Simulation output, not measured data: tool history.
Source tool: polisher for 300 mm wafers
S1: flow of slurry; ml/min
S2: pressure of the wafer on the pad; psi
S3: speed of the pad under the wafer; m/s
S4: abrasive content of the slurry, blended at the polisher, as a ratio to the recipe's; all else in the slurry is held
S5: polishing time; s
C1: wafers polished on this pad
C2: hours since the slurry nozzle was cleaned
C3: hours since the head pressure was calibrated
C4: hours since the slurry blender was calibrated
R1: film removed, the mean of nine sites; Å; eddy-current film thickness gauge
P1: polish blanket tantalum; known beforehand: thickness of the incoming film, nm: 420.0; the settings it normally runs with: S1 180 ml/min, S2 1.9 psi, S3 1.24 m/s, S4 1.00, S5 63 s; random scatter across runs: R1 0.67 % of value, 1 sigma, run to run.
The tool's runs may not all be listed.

Run 1, hour 5.9: S1 180 ml/min, S2 1.9 psi, S3 1.24 m/s, S4 1.00, S5 63 s; C1 612; C2 260.1; C3 686.4; C4 83.1. Result: R1 1187.40 Å.
Run 2, hour 14.2: S1 125 ml/min, S2 1.9 psi, S3 1.24 m/s, S4 1.00, S5 63 s; C1 722; C2 268.4; C3 694.7; C4 91.4. Result: R1 1122.20 Å.
At hour 17.6: head pressure recalibrated.
Run 3, hour 22.5: S1 180 ml/min, S2 1.9 psi, S3 1.24 m/s, S4 0.55, S5 63 s; C1 832; C2 276.7; C3 4.9; C4 99.7. Result: R1 960.93 Å.
Run 4, hour 28.9: S1 180 ml/min, S2 1.9 psi, S3 1.66 m/s, S4 1.00, S5 63 s; C1 917; C2 283.1; C3 11.3; C4 106.1. Result: R1 1594.30 Å.
Run 5, hour 33.7: S1 180 ml/min, S2 1.9 psi, S3 1.24 m/s, S4 1.35, S5 63 s; C1 981; C2 287.9; C3 16.1; C4 110.9. Result: R1 1294.80 Å.
Run 6, hour 42.5: S1 250 ml/min, S2 1.9 psi, S3 1.54 m/s, S4 1.00, S5 63 s; C1 1098; C2 296.7; C3 24.9; C4 119.7. Result: R1 1528.60 Å.
Run 7, hour 50.3: S1 225 ml/min, S2 1.9 psi, S3 1.24 m/s, S4 1.00, S5 63 s; C1 1202; C2 304.5; C3 32.7; C4 127.5. Result: R1 1208.10 Å.
Run 8, hour 55.0: S1 180 ml/min, S2 1.9 psi, S3 1.24 m/s, S4 1.00, S5 63 s; C1 1264; C2 309.2; C3 37.4; C4 132.2. Result: R1 1180.00 Å.
Run 9, hour 64.1: S1 245 ml/min, S2 1.9 psi, S3 1.24 m/s, S4 0.70, S5 63 s; C1 1385; C2 318.3; C3 46.5; C4 141.3. Result: R1 1109.70 Å.
At hour 70.9: slurry nozzle cleaned.
Run 10, hour 71.2: S1 180 ml/min, S2 3.1 psi, S3 1.24 m/s, S4 1.00, S5 63 s; C1 1479; C2 0.3; C3 53.6; C4 148.4. Result: R1 1925.50 Å.
Run 11, hour 77.3: S1 180 ml/min, S2 1.9 psi, S3 1.24 m/s, S4 1.00, S5 63 s; C1 1560; C2 6.4; C3 59.7; C4 154.5. Result: R1 1194.00 Å.
Run 12, hour 82.0: S1 180 ml/min, S2 1.9 psi, S3 0.56 m/s, S4 1.00, S5 63 s; C1 1622; C2 11.1; C3 64.4; C4 159.2. Result: R1 544.24 Å.
Run 13, hour 91.3: S1 180 ml/min, S2 1.9 psi, S3 1.24 m/s, S4 1.00, S5 63 s; C1 1746; C2 20.4; C3 73.7; C4 168.5. Result: R1 1192.90 Å.
Run 14, hour 96.3: S1 180 ml/min, S2 1.1 psi, S3 1.24 m/s, S4 1.00, S5 63 s; C1 1812; C2 25.4; C3 78.7; C4 173.5. Result: R1 688.73 Å.
Run 15, hour 101.1: S1 180 ml/min, S2 1.9 psi, S3 1.24 m/s, S4 1.00, S5 94 s; C1 1876; C2 30.2; C3 83.5; C4 178.3. Result: R1 1774.10 Å.
Run 16, hour 109.2: S1 180 ml/min, S2 1.9 psi, S3 1.24 m/s, S4 1.00, S5 38 s; C1 1984; C2 38.3; C3 91.6; C4 186.4. Result: R1 713.50 Å.
Run 17, hour 115.9: S1 180 ml/min, S2 1.9 psi, S3 1.24 m/s, S4 1.00, S5 63 s; C1 2072; C2 45.0; C3 98.3; C4 193.1. Result: R1 1202.00 Å.
Run 18, hour 121.8: S1 180 ml/min, S2 1.9 psi, S3 1.24 m/s, S4 1.00, S5 63 s; C1 2151; C2 50.9; C3 104.2; C4 199.0. Result: R1 1158.00 Å.
Run 19, hour 130.4: S1 180 ml/min, S2 1.9 psi, S3 1.24 m/s, S4 1.00, S5 63 s; C1 2265; C2 59.5; C3 112.8; C4 207.6. Result: R1 1129.00 Å.
Run 20, hour 136.8: S1 180 ml/min, S2 1.9 psi, S3 1.24 m/s, S4 1.00, S5 63 s; C1 2350; C2 65.9; C3 119.2; C4 214.0. Result: R1 1128.60 Å.
At hour 142.6: slurry blender recalibrated.
Run 21, hour 143.3: S1 180 ml/min, S2 1.9 psi, S3 1.24 m/s, S4 1.00, S5 63 s; C1 2436; C2 72.4; C3 125.7; C4 0.8. Result: R1 1105.00 Å.
Run 22, hour 150.3: S1 180 ml/min, S2 1.9 psi, S3 1.24 m/s, S4 1.00, S5 63 s; C1 2529; C2 79.4; C3 132.7; C4 7.8. Result: R1 1097.40 Å.
Run 23, hour 155.9: S1 180 ml/min, S2 1.9 psi, S3 1.24 m/s, S4 1.00, S5 63 s; C1 2604; C2 85.0; C3 138.3; C4 13.4. Result: R1 1110.20 Å.
At hour 159.7: worn pad replaced by a new one.
Run 24, hour 164.7: S1 180 ml/min, S2 1.9 psi, S3 1.24 m/s, S4 1.00, S5 63 s; C1 67; C2 93.8; C3 147.1; C4 22.2. Result: R1 1091.10 Å.
Run 25, hour 171.4: S1 180 ml/min, S2 1.9 psi, S3 1.24 m/s, S4 1.00, S5 63 s; C1 156; C2 100.5; C3 153.8; C4 28.9. Result: R1 1085.30 Å.
Run 26, hour 180.8: S1 180 ml/min, S2 1.9 psi, S3 1.24 m/s, S4 1.00, S5 63 s; C1 281; C2 109.9; C3 163.2; C4 38.3. Result: R1 1080.40 Å.

The output of P1 has drifted from where it used to be. Each of the 2 causes below, taken at the size shown beside it, accounts for the log equally well:
A: head's pressure below its setpoint, % = 8.4
B: slurry flow missing at the pad, % = 38.1
The gradual shift began around hour 115.9.
Why every other cause is out:
removal rate lost through wear of the pad, %: serviced at hour 159.7, after the change had begun; the process did not return to its earlier output
abrasive missing from the slurry, %: serviced at hour 142.6, after the change had begun; the process did not return to its earlier output

Consider the 4 check runs below, whose results appear as question marks and each of which averages 3 wafers. Which one distinguishes the causes, in that each cause would give it a clearly different result?
Run check 1, hour 190.2: S1 180 ml/min, S2 2.9 psi, S3 1.24 m/s, S4 1.00, S5 63 s. Result: R1 ?.
Run check 2, hour 190.2: S1 180 ml/min, S2 1.9 psi, S3 1.56 m/s, S4 1.20, S5 63 s. Result: R1 ?.
Run check 3, hour 190.2: S1 180 ml/min, S2 1.9 psi, S3 1.56 m/s, S4 1.00, S5 63 s. Result: R1 ?.
Run check 4, hour 190.2: S1 130 ml/min, S2 1.9 psi, S3 1.24 m/s, S4 1.00, S5 63 s. Result: R1 ?.

Check results expected under each cause:
  check  result     if A     if B
check 1      R1  1663.30  1663.00
check 2      R1  1439.60  1439.30
check 3      R1  1371.00  1370.80
check 4      R1  1031.10  1000.50
Separation of the two closest causes in each check, using whichever result separates them best: check 1 0.02 %; check 2 0.02 %; check 3 0.02 %; check 4 3.01 %
The causes can be told apart only by check 4. The other checks would give nearly the same results under each of them.

Check 4 has now been run. It gave: R1 996.30 Å. Which of the candidate causes is it?

B is the cause: slurry flow missing at the pad, %.

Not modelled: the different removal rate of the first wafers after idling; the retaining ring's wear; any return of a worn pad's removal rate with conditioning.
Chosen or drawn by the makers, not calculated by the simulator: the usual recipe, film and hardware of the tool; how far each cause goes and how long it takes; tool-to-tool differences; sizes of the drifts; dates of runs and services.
